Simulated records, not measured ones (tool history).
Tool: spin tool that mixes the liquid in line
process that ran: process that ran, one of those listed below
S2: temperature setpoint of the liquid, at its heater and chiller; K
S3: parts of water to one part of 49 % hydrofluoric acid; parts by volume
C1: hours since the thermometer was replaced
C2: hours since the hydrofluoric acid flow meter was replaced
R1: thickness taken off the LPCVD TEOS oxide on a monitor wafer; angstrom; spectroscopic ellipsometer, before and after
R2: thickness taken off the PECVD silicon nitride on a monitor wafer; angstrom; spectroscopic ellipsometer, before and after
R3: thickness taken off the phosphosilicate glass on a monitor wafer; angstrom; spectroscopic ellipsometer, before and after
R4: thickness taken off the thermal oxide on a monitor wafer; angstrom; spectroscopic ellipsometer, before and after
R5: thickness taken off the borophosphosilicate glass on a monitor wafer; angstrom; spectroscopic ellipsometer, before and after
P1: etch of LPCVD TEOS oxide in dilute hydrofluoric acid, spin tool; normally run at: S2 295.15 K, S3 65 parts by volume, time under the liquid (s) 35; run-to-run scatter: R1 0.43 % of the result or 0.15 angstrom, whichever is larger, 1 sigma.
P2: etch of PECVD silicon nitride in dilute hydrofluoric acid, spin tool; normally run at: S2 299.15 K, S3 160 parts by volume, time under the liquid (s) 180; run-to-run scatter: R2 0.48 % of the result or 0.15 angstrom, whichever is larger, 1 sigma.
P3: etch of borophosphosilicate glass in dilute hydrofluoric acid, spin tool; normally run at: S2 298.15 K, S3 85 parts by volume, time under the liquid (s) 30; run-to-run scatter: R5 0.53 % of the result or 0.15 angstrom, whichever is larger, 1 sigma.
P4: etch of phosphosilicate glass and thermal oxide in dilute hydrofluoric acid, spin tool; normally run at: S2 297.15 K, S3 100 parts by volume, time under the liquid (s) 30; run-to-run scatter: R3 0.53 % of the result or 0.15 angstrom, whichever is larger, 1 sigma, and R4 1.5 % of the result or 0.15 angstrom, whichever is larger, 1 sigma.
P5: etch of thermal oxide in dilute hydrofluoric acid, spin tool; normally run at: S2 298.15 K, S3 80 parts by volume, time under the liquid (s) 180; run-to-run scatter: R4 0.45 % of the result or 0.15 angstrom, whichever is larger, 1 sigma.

{"run": 1, "hour": 3.7, "process that ran": "P1", "S2": 295.15, "S3": 65, "time under the liquid (s)": 35, "C1": 680, "C2": 281.5, "R1": 152.22}
{"run": 2, "hour": 6.9, "process that ran": "P2", "S2": 299.15, "S3": 160, "time under the liquid (s)": 180, "C1": 683.2, "C2": 284.7, "R2": 45.331}
{"run": 3, "hour": 9.9, "process that ran": "P1", "S2": 295.15, "S3": 65, "time under the liquid (s)": 35, "C1": 686.2, "C2": 287.7, "R1": 152.49}
{"run": 4, "hour": 12.9, "process that ran": "P4", "S2": 303.65, "S3": 100, "time under the liquid (s)": 30, "C1": 689.2, "C2": 290.7, "R3": 496.71, "R4": 18.442}
{"run": 5, "hour": 18.2, "process that ran": "P3", "S2": 298.15, "S3": 85, "time under the liquid (s)": 30, "C1": 694.5, "C2": 296, "R5": 148.2}
{"run": 6, "hour": 23.0, "process that ran": "P1", "S2": 295.15, "S3": 40, "time under the liquid (s)": 35, "C1": 699.3, "C2": 300.8, "R1": 256.12}
{"run": 7, "hour": 27.3, "process that ran": "P5", "S2": 291.65, "S3": 80, "time under the liquid (s)": 180, "C1": 703.6, "C2": 305.1, "R4": 87.859}
{"run": 8, "hour": 30.7, "process that ran": "P3", "S2": 298.15, "S3": 85, "time under the liquid (s)": 30, "C1": 707, "C2": 308.5, "R5": 147.43}
{"run": 9, "hour": 34.3, "process that ran": "P3", "S2": 304.65, "S3": 85, "time under the liquid (s)": 30, "C1": 710.6, "C2": 312.1, "R5": 190.34}
{"run": 10, "hour": 39.1, "process that ran": "P5", "S2": 298.15, "S3": 125, "time under the liquid (s)": 180, "C1": 715.4, "C2": 316.9, "R4": 68.64}
{"run": 11, "hour": 41.9, "process that ran": "P3", "S2": 298.15, "S3": 85, "time under the liquid (s)": 15, "C1": 718.2, "C2": 319.7, "R5": 73.946}
{"run": 12, "hour": 44.7, "process that ran": "P1", "S2": 295.15, "S3": 100, "time under the liquid (s)": 35, "C1": 721, "C2": 322.5, "R1": 95.07}
{"run": 13, "hour": 49.8, "process that ran": "P1", "S2": 298.65, "S3": 65, "time under the liquid (s)": 35, "C1": 726.1, "C2": 327.6, "R1": 176.01}
{"run": 14, "hour": 52.4, "process that ran": "P4", "S2": 297.15, "S3": 100, "time under the liquid (s)": 45, "C1": 728.7, "C2": 330.2, "R3": 579.25, "R4": 20.698}
{"run": 15, "hour": 57.9, "process that ran": "P1", "S2": 295.15, "S3": 65, "time under the liquid (s)": 15, "C1": 734.2, "C2": 335.7, "R1": 65.437}
{"run": 16, "hour": 62.1, "process that ran": "P4", "S2": 297.15, "S3": 100, "time under the liquid (s)": 30, "C1": 738.4, "C2": 339.9, "R3": 388.86, "R4": 14.08}
{"run": 17, "hour": 64.9, "process that ran": "P1", "S2": 295.15, "S3": 65, "time under the liquid (s)": 35, "C1": 741.2, "C2": 342.7, "R1": 152.61}
{"run": 18, "hour": 69.4, "process that ran": "P1", "S2": 295.15, "S3": 65, "time under the liquid (s)": 35, "C1": 745.7, "C2": 347.2, "R1": 152.96}
{"run": 19, "hour": 74.9, "process that ran": "P2", "S2": 303.15, "S3": 160, "time under the liquid (s)": 180, "C1": 751.2, "C2": 352.7, "R2": 57.7}
{"run": 20, "hour": 79.9, "process that ran": "P1", "S2": 295.15, "S3": 65, "time under the liquid (s)": 35, "C1": 756.2, "C2": 357.7, "R1": 153.68}

Run 21 comes next. What will it give?
{"run": 21, "hour": 83.0, "process that ran": "P5", "S2": 298.15, "S3": 80, "time under the liquid (s)": 180, "C1": 759.3, "C2": 360.8, "R4": "?"}

{"run 21": {"R4": 114.18}}

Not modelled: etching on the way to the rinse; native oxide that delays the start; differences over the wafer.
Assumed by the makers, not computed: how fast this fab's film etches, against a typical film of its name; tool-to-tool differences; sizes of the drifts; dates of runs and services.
